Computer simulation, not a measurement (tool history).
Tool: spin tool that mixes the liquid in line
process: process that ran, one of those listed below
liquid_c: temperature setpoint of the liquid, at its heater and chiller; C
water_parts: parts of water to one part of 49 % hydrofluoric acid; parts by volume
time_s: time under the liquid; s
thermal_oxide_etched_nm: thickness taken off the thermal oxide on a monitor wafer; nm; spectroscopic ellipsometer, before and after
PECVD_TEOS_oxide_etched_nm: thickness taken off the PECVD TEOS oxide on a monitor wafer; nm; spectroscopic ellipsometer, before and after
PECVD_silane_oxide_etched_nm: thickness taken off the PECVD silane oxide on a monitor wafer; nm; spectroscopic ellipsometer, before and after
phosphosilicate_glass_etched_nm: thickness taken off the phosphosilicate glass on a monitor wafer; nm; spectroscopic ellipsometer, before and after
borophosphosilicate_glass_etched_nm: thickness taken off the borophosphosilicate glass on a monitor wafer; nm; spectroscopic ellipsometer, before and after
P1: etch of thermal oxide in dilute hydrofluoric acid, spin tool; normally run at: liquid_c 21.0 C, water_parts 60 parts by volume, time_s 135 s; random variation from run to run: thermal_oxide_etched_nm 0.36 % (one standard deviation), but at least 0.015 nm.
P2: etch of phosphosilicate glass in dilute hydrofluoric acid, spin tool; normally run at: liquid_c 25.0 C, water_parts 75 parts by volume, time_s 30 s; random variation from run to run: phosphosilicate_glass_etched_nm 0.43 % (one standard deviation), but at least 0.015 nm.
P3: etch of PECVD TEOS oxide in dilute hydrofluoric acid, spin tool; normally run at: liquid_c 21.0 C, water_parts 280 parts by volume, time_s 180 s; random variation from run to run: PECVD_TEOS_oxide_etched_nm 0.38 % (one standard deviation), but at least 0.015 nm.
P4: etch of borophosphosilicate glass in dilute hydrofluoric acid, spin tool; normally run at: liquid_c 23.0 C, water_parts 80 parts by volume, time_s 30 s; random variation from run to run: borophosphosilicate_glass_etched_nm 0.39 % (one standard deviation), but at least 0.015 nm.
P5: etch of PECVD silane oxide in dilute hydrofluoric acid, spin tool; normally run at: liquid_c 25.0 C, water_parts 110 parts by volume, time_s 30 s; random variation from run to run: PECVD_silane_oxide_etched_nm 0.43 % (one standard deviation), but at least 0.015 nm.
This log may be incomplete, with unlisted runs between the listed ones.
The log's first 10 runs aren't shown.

run   hour  process  liquid_c  water_parts  time_s  hours since the thermometer was replaced  hours since the hydrofluoric acid flow meter was replaced  thermal_oxide_etched_nm  PECVD_TEOS_oxide_etched_nm  PECVD_silane_oxide_etched_nm  phosphosilicate_glass_etched_nm  borophosphosilicate_glass_etched_nm
 11  122.3       P2      25.0           75      30                                     896.0                                                     1532.5                                                                                                              76.830
 12  130.8       P2      25.0           75      50                                     904.5                                                     1541.0                                                                                                             128.270
 13  138.1       P4      23.0           80      60                                     911.8                                                     1548.3                                                                                                                                                   39.435
 14  152.9       P5      25.0          110      45                                     926.6                                                     1563.1                                                                            13.9720
 15  165.7       P1      17.0           60     135                                     939.4                                                     1575.9                   8.3524
 16  180.5       P5      25.0           20      30                                     954.2                                                     1590.7                                                                            57.7840
 17  189.9       P1      21.0           60     135                                     963.6                                                     1600.1                   9.9250
 18  198.5       P1      21.0           30     135                                     972.2                                                     1608.7                  20.5580
 19  212.7       P3      21.0          280      15                                     986.4                                                     1622.9                                              0.76668
 20  220.3       P5      25.0          110      30                                     994.0                                                     1630.5                                                                             9.2324
 21  235.0       P1      21.0           60     135                                    1008.7                                                     1645.2                   9.8653
 22  249.2       P4      27.5           80      30                                    1022.9                                                     1659.4                                                                                                                                                   23.504
 23  260.8       P1      17.0          105     135                                    1034.5                                                     1671.0                   4.5427
 24  270.0       P3      21.0          490     180                                    1043.7                                                     1680.2                                              4.46660

Predict the results of run 25:
 25  282.8       P1      17.0           60      35                                    1056.5                                                     1693.0                        ?

Run 25 gave thermal_oxide_etched_nm 2.1252 nm.
